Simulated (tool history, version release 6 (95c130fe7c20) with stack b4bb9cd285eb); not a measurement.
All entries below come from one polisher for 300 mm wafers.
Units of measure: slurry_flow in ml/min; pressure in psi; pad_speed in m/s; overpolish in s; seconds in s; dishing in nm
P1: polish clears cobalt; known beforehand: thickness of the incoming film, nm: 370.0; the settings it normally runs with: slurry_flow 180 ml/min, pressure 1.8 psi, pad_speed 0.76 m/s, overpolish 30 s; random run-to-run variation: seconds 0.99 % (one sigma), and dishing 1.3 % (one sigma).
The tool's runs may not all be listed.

| run | hour | slurry_flow | pressure | pad_speed | overpolish | wafers polished on this pad | hours since the slurry nozzle was cleaned | hours since the head pressure was calibrated | seconds | dishing |
|---|---|---|---|---|---|---|---|---|---|---|
| 1 | 9.0 | 180 | 1.8 | 0.76 | 30 | 272 | 208.0 | 286.6 | 116.080 | 53.517 |
| 2 | 21.9 | 180 | 1.2 | 0.76 | 30 | 413 | 220.9 | 299.5 | 168.720 | 43.404 |
| 3 | 36.7 | 180 | 1.8 | 0.94 | 57 | 574 | 235.7 | 314.3 | 93.381 | 66.813 |
| 4 | 46.2 | 265 | 1.8 | 0.76 | 30 | 677 | 245.2 | 323.8 | 108.090 | 55.194 |
| 5 | 62.6 | 180 | 2.7 | 0.76 | 30 | 856 | 261.6 | 340.2 | 76.116 | 61.505 |
| 6 | 73.0 | 180 | 1.8 | 0.76 | 59 | 969 | 272.0 | 350.6 | 113.130 | 65.987 |
| 7 | 82.6 | 180 | 1.8 | 0.76 | 30 | 1074 | 281.6 | 360.2 | 114.350 | 53.773 |
| 8 | 94.5 | 180 | 2.3 | 1.02 | 30 | 1204 | 293.5 | 372.1 | 66.321 | 62.675 |
| 9 | 102.6 | 180 | 1.8 | 1.16 | 30 | 1292 | 301.6 | 380.2 | 75.572 | 61.064 |
| 10 | 113.1 | 180 | 1.8 | 0.76 | 30 | 1407 | 312.1 | 390.7 | 113.690 | 52.485 |
| 11 | 129.8 | 180 | 1.8 | 0.76 | 9 | 1589 | 328.8 | 407.4 | 113.410 | 24.197 |
| 12 | 142.2 | 180 | 2.6 | 0.96 | 30 | 1724 | 341.2 | 419.8 | 62.395 | 64.576 |
| 13 | 156.0 | 110 | 1.8 | 0.76 | 30 | 1874 | 355.0 | 433.6 | 125.200 | 51.247 |
|  | 159.3 | slurry nozzle cleaned |
| 14 | 172.1 | 180 | 1.8 | 0.38 | 30 | 2050 | 12.8 | 449.7 | 222.520 | 34.813 |
| 15 | 189.2 | 180 | 1.8 | 0.76 | 30 | 2236 | 29.9 | 466.8 | 114.650 | 53.105 |
| 16 | 197.6 | 180 | 1.8 | 0.76 | 30 | 2327 | 38.3 | 475.2 | 112.350 | 52.509 |
| 17 | 206.5 | 180 | 1.8 | 0.76 | 30 | 2424 | 47.2 | 484.1 | 116.320 | 53.224 |
| 18 | 219.6 | 180 | 1.8 | 0.76 | 30 | 2567 | 60.3 | 497.2 | 120.040 | 51.327 |
| 19 | 229.4 | 180 | 1.8 | 0.76 | 30 | 2674 | 70.1 | 507.0 | 120.030 | 51.811 |
|  | 240.4 | head pressure recalibrated |
| 20 | 243.0 | 180 | 1.8 | 0.76 | 30 | 2822 | 83.7 | 2.6 | 119.420 | 51.660 |
| 21 | 251.0 | 180 | 1.8 | 0.76 | 30 | 2909 | 91.7 | 10.6 | 120.880 | 50.293 |
| 22 | 262.5 | 180 | 1.8 | 0.76 | 30 | 3035 | 103.2 | 22.1 | 121.610 | 52.391 |

What P1 gives has crept off from where it sat before. The 2 causes that follow fit the log equally well, each at the size noted:
A: slurry flow missing at the pad, % = 28.3
B: removal rate lost through wear of the pad, % = 5.52
At approximately hour 197.6, the process output began to creep.
Excluded causes, each with its reason:
head's pressure below its setpoint, %: serviced at hour 240.4, after the drift had started, without restoring the earlier output

Which of the check runs below tells the causes apart, meaning the causes would give it clearly different results? Each run uses 5 wafers whose results are averaged, and each result is shown as a question mark.
| check 1 | 274.0 | 180 | 1.8 | 1.10 | 58 |  |  |  | ? | ? |
| check 2 | 274.0 | 180 | 2.7 | 0.76 | 51 |  |  |  | ? | ? |
| check 3 | 274.0 | 110 | 1.8 | 0.76 | 51 |  |  |  | ? | ? |
| check 4 | 274.0 | 180 | 1.3 | 1.16 | 30 |  |  |  | ? | ? |

Predicted outcomes, by check and by cause:
| check | result | if A | if B |
|---|---|---|---|
| check 1 | seconds | 83.274 | 83.282 |
| check 1 | dishing | 68.241 | 68.240 |
| check 2 | seconds | 80.352 | 80.360 |
| check 2 | dishing | 67.537 | 67.537 |
| check 3 | seconds | 136.200 | 131.980 |
| check 3 | dishing | 60.706 | 61.303 |
| check 4 | seconds | 109.340 | 109.350 |
| check 4 | dishing | 53.849 | 53.847 |
How far apart the two closest causes lie, in the result that separates them most: check 1 0.01 %; check 2 0.01 %; check 3 3.14 %; check 4 0.01 %
Check 3 is the one run that separates the causes; every other check would come out nearly the same whichever cause is at work.

Then check 3 was run and gave: seconds 131.880 s; dishing 61.305 nm. Which cause is it?

Of the candidate causes, it is B: removal rate lost through wear of the pad, %.
